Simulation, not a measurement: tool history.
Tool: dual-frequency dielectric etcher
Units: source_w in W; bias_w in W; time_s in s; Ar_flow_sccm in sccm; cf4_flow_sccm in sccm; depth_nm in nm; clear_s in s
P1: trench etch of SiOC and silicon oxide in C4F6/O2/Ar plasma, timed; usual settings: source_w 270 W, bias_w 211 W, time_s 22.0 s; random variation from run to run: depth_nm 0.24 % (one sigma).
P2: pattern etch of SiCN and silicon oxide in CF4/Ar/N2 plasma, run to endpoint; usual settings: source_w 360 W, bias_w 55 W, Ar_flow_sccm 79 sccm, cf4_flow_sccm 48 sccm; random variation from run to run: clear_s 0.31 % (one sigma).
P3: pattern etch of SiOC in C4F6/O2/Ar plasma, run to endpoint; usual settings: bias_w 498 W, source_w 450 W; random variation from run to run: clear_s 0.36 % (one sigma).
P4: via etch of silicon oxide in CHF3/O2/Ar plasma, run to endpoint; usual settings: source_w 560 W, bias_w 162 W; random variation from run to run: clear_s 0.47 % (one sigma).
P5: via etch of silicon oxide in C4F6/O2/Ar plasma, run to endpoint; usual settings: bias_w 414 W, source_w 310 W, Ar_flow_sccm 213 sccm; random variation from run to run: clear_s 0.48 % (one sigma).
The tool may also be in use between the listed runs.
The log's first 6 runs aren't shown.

run   hour  process  source_w  bias_w  time_s  Ar_flow_sccm  cf4_flow_sccm  hours since the last wet clean  hours since the last source power generator calibration  hours since the last bias power generator calibration  depth_nm  clear_s
  7   40.4       P1       270     211    22.0                                                        446.0                                                    581.0                                                 1274.4    39.980
  8   43.6       P3       450     669                                                                449.2                                                    584.2                                                 1277.6              9.098
  9   48.5       P4       440     162                                                                454.1                                                    589.1                                                 1282.5            332.630
 10   52.3       P5       310     588                   213                                          457.9                                                    592.9                                                 1286.3             17.723
 11   57.9       P1       210     211    32.0                                                        463.5                                                    598.5                                                 1291.9    53.012
 12   64.3       P1       270     211    22.0                                                        469.9                                                    604.9                                                 1298.3    39.999
 13   70.1       P1       270     142    22.0                                                        475.7                                                    610.7                                                 1304.1    35.207
 14   74.2       P1       270     211    16.0                                                        479.8                                                    614.8                                                 1308.2    29.127
 15   80.1       P2       360      55                    79             48                           485.7                                                    620.7                                                 1314.1             27.171
 16   86.3       P1       270     211    22.0                                                        491.9                                                    626.9                                                 1320.3    40.146
 17   89.5       P1       270     211    22.0                                                        495.1                                                    630.1                                                 1323.5    40.005
 18   95.2       P1       210     211    27.5                                                        500.8                                                    635.8                                                 1329.2    45.409
 19  100.3       P2       270      55                    79             48                           505.9                                                    640.9                                                 1334.3             34.879
 20  106.7       P1       270     211    31.0                                                        512.3                                                    647.3                                                 1340.7    56.466
 21  112.1       P4       560     162                                                                517.7                                                    652.7                                                 1346.1            302.450

The next listed run, before its measurement:
 22  117.3       P3       450     498                                                                522.9                                                    657.9                                                 1351.3                  ?

Run 22 gave clear_s 10.129 s.

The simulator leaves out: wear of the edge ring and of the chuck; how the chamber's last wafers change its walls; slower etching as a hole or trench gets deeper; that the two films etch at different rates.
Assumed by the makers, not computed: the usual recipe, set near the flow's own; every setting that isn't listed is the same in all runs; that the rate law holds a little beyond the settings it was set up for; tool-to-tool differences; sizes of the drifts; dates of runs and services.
